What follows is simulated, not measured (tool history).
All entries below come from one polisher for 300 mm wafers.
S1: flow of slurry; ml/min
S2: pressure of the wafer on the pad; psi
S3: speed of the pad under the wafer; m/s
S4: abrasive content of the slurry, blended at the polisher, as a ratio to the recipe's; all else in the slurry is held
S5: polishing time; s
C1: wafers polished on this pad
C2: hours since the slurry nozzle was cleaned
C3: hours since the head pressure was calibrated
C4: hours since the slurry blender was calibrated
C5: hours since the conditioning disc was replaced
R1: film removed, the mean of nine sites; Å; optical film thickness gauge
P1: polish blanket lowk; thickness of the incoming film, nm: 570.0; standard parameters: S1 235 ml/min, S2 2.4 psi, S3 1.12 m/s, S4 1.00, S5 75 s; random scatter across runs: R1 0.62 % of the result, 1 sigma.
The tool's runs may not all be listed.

run 1 hour=2.0 | S1=235 S2=2.4 S3=1.12 S4=1.00 S5=75 | C1=108 C2=124.3 C3=100.1 C4=61.2 C5=367.1 | R1=360.23
run 2 hour=5.1 | S1=235 S2=2.4 S3=1.46 S4=0.75 S5=75 | C1=128 C2=127.4 C3=103.2 C4=64.3 C5=370.2 | R1=391.22
run 3 hour=8.7 | S1=235 S2=2.4 S3=1.12 S4=1.00 S5=50 | C1=152 C2=131.0 C3=106.8 C4=67.9 C5=373.8 | R1=240.47
run 4 hour=12.5 | S1=235 S2=2.4 S3=0.82 S4=1.00 S5=75 | C1=178 C2=134.8 C3=110.6 C4=71.7 C5=377.6 | R1=281.98
run 5 hour=16.3 | S1=235 S2=2.4 S3=1.12 S4=1.00 S5=75 | C1=203 C2=138.6 C3=114.4 C4=75.5 C5=381.4 | R1=359.83
run 6 hour=18.7 | S1=235 S2=2.4 S3=1.42 S4=1.00 S5=75 | C1=219 C2=141.0 C3=116.8 C4=77.9 C5=383.8 | R1=438.57
run 7 hour=21.5 | S1=235 S2=2.4 S3=1.12 S4=1.00 S5=75 | C1=237 C2=143.8 C3=119.6 C4=80.7 C5=386.6 | R1=363.20
run 8 hour=24.5 | S1=140 S2=2.4 S3=1.12 S4=1.00 S5=75 | C1=257 C2=146.8 C3=122.6 C4=83.7 C5=389.6 | R1=334.85
run 9 hour=26.8 | S1=235 S2=2.4 S3=1.12 S4=1.00 S5=75 | C1=273 C2=149.1 C3=124.9 C4=86.0 C5=391.9 | R1=362.90
run 10 hour=30.6 | S1=235 S2=2.4 S3=1.12 S4=1.00 S5=75 | C1=298 C2=152.9 C3=128.7 C4=89.8 C5=395.7 | R1=361.80
run 11 hour=34.7 | S1=235 S2=2.4 S3=1.12 S4=1.40 S5=115 | C1=325 C2=157.0 C3=132.8 C4=93.9 C5=399.8 | R1=634.22
run 12 hour=37.5 | S1=235 S2=1.2 S3=1.12 S4=1.00 S5=75 | C1=344 C2=159.8 C3=135.6 C4=96.7 C5=402.6 | R1=180.40
run 13 hour=41.1 | S1=335 S2=2.4 S3=1.12 S4=1.00 S5=75 | C1=368 C2=163.4 C3=139.2 C4=100.3 C5=406.2 | R1=369.00
run 14 hour=44.6 | S1=235 S2=3.7 S3=1.12 S4=1.00 S5=75 | C1=391 C2=166.9 C3=142.7 C4=103.8 C5=409.7 | R1=557.40
run 15 hour=48.3 | S1=235 S2=2.4 S3=1.12 S4=0.50 S5=75 | C1=416 C2=170.6 C3=146.4 C4=107.5 C5=413.4 | R1=249.98
run 16 hour=51.9 | S1=235 S2=2.4 S3=1.12 S4=1.30 S5=75 | C1=440 C2=174.2 C3=150.0 C4=111.1 C5=417.0 | R1=400.92
-- hour=53.1 conditioning disc replaced and pad reconditioned
run 17 hour=54.2 | S1=235 S2=1.4 S3=1.12 S4=1.40 S5=75 | C1=455 C2=176.5 C3=152.3 C4=113.4 C5=1.1 | R1=243.07
-- hour=55.4 slurry nozzle cleaned
run 18 hour=57.3 | S1=235 S2=2.4 S3=1.12 S4=1.00 S5=75 | C1=475 C2=1.9 C3=155.4 C4=116.5 C5=4.2 | R1=360.86
run 19 hour=59.8 | S1=235 S2=2.4 S3=1.12 S4=1.00 S5=75 | C1=492 C2=4.4 C3=157.9 C4=119.0 C5=6.7 | R1=357.82
run 20 hour=62.4 | S1=235 S2=2.4 S3=1.12 S4=1.00 S5=116 | C1=509 C2=7.0 C3=160.5 C4=121.6 C5=9.3 | R1=557.67
run 21 hour=66.5 | S1=235 S2=2.4 S3=1.12 S4=1.00 S5=75 | C1=537 C2=11.1 C3=164.6 C4=125.7 C5=13.4 | R1=360.35
run 22 hour=69.4 | S1=235 S2=2.4 S3=1.12 S4=1.00 S5=75 | C1=556 C2=14.0 C3=167.5 C4=128.6 C5=16.3 | R1=352.26
run 23 hour=73.4 | S1=235 S2=2.4 S3=1.12 S4=1.00 S5=75 | C1=583 C2=18.0 C3=171.5 C4=132.6 C5=20.3 | R1=340.76
run 24 hour=76.0 | S1=235 S2=2.4 S3=1.12 S4=1.00 S5=75 | C1=600 C2=20.6 C3=174.1 C4=135.2 C5=22.9 | R1=337.06
run 25 hour=78.8 | S1=235 S2=2.4 S3=1.12 S4=1.00 S5=75 | C1=618 C2=23.4 C3=176.9 C4=138.0 C5=25.7 | R1=332.11
-- hour=79.5 slurry nozzle cleaned
run 26 hour=82.7 | S1=235 S2=2.4 S3=1.12 S4=1.00 S5=75 | C1=644 C2=3.2 C3=180.8 C4=141.9 C5=29.6 | R1=329.04
-- hour=83.8 head pressure recalibrated
-- hour=84.3 conditioning disc replaced and pad reconditioned
run 27 hour=86.7 | S1=235 S2=2.4 S3=1.12 S4=1.00 S5=75 | C1=671 C2=7.2 C3=3.0 C4=145.9 C5=2.5 | R1=327.24
run 28 hour=89.4 | S1=235 S2=2.4 S3=1.12 S4=1.00 S5=75 | C1=689 C2=9.9 C3=5.7 C4=148.6 C5=5.2 | R1=326.94
run 29 hour=93.2 | S1=235 S2=2.4 S3=1.12 S4=1.00 S5=75 | C1=714 C2=13.7 C3=9.5 C4=152.4 C5=9.0 | R1=322.72
run 30 hour=97.0 | S1=235 S2=2.4 S3=1.12 S4=1.00 S5=75 | C1=739 C2=17.5 C3=13.3 C4=156.2 C5=12.8 | R1=325.06
run 31 hour=100.8 | S1=235 S2=2.4 S3=1.12 S4=1.00 S5=75 | C1=765 C2=21.3 C3=17.1 C4=160.0 C5=16.6 | R1=321.04

The output of P1 has drifted from where it used to be. Each of the 2 causes below, taken at the size shown beside it, accounts for the log equally well:
A: removal rate lost through wear of the pad, % = 10.5
B: abrasive missing from the slurry, % = 20.6
The onset of the drift is placed at about hour 66.5.
Excluded causes, each with its reason:
slurry flow missing at the pad, %: serviced at hour 79.5, after the drift had started, without restoring the earlier output
head's pressure below its setpoint, %: serviced at hour 83.8, after the drift had started, without restoring the earlier output
time polished since the conditioner stopped cutting, s: serviced at hour 84.3, after the drift had started, without restoring the earlier output

Which of the check runs below tells the causes apart, meaning the causes would give it clearly different results? Each run uses 2 wafers whose results are averaged, and each result is shown as a question mark.
run check 1 hour=104.6 | S1=145 S2=2.4 S3=1.12 S4=1.00 S5=75 | R1=?
run check 2 hour=104.6 | S1=235 S2=1.5 S3=1.12 S4=1.00 S5=75 | R1=?
run check 3 hour=104.6 | S1=235 S2=3.6 S3=1.12 S4=1.00 S5=102 | R1=?
run check 4 hour=104.6 | S1=235 S2=2.4 S3=1.12 S4=0.55 S5=75 | R1=?

Expected result of each check under each candidate cause:
check=check_1 result=R1 if_A=301.34 if_B=301.17
check=check_2 result=R1 if_A=201.91 if_B=201.80
check=check_3 result=R1 if_A=659.05 if_B=658.68
check=check_4 result=R1 if_A=235.48 if_B=227.55
Distance between the nearest two causes, measured in the result of the check that separates them most: check 1 0.05 %; check 2 0.05 %; check 3 0.05 %; check 4 3.43 %
The other checks would show nearly matching results whichever cause is true, so check 4 is the only one that separates the causes.

Then check 4 was run and gave: R1 227.94 Å. Which cause is it?

The correct cause is B, namely: abrasive missing from the slurry, %.

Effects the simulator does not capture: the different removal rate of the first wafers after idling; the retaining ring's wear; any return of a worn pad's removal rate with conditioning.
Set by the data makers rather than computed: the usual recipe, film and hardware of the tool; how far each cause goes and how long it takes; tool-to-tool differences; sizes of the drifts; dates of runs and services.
